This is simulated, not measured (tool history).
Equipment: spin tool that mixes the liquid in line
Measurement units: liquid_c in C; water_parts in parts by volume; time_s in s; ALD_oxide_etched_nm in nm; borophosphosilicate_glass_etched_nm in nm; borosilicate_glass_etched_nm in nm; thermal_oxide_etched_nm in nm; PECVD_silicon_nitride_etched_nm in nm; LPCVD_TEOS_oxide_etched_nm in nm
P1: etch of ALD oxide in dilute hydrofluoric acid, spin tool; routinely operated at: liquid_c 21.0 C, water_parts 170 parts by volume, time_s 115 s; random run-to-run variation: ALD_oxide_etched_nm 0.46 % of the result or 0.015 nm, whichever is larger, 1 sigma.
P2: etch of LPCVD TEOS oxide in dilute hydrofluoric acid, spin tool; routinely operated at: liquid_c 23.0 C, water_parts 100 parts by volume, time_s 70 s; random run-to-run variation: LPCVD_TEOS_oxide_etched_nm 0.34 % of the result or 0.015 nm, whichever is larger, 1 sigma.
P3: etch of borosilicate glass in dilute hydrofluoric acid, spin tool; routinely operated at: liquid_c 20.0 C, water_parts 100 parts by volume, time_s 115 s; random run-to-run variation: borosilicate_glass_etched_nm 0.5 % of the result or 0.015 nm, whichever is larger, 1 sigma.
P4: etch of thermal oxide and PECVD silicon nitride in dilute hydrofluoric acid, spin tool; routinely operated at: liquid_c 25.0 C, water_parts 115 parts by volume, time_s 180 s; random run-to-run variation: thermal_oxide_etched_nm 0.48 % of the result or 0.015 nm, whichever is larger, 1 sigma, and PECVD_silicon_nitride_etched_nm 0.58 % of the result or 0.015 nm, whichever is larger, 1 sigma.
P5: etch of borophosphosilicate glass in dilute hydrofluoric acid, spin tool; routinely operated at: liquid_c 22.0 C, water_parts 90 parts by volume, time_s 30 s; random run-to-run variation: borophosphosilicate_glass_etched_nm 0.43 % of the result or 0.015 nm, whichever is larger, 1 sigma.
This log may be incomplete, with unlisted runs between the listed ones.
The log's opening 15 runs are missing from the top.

run   hour  process  liquid_c  water_parts  time_s  hours since the thermometer was replaced  hours since the hydrofluoric acid flow meter was replaced  ALD_oxide_etched_nm  borophosphosilicate_glass_etched_nm  borosilicate_glass_etched_nm  thermal_oxide_etched_nm  PECVD_silicon_nitride_etched_nm  LPCVD_TEOS_oxide_etched_nm
 16  178.5       P1      27.5          170     115                                    1375.1                                                     1919.7              22.2510
 17  190.0       P4      25.0          115     180                                    1386.6                                                     1931.2                                                                                                           7.8666                           4.5328
 18  203.9       P3      20.0          100     115                                    1400.5                                                     1945.1                                                                                  35.841
 19  212.8       P3      20.0           60     115                                    1409.4                                                     1954.0                                                                                  62.305
 20  227.4       P2      23.0          100     135                                    1424.0                                                     1968.6                                                                                                                                                                        72.106
 21  234.4       P2      23.0          100      70                                    1431.0                                                     1975.6                                                                                                                                                                        37.445
 22  243.0       P1      21.0          170     115                                    1439.6                                                     1984.2              17.3270
 23  255.7       P2      23.0          100      70                                    1452.3                                                     1996.9                                                                                                                                                                        37.227
 24  263.3       P2      23.0           55      70                                    1459.9                                                     2004.5                                                                                                                                                                        71.491
 25  271.0       P1      21.0          170     115                                    1467.6                                                     2012.2              17.5650
 26  284.7       P1      21.0          170     115                                    1481.3                                                     2025.9              17.4800
 27  295.8       P1      17.0          170     115                                    1492.4                                                     2037.0              14.9330
 28  305.5       P2      29.5          100      70                                    1502.1                                                     2046.7                                                                                                                                                                        48.161
 29  314.2       P1      28.0          170     165                                    1510.8                                                     2055.4              32.5340
 30  326.6       P1      21.0          240      60                                    1523.2                                                     2067.8               5.9796
 31  338.1       P4      25.0           20     180                                    1534.7                                                     2079.3                                                                                                          51.7130                          25.2910
 32  351.6       P1      21.0          170     115                                    1548.2                                                     2092.8              17.4280

Run 33, settings as shown, results not yet in. Your forecast:
 33  358.5       P4      25.0          115     180                                    1555.1                                                     2099.7                                                                                                                ?                                ?

Run 33 came out at thermal_oxide_etched_nm 7.9550 nm, PECVD_silicon_nitride_etched_nm 4.5113 nm.
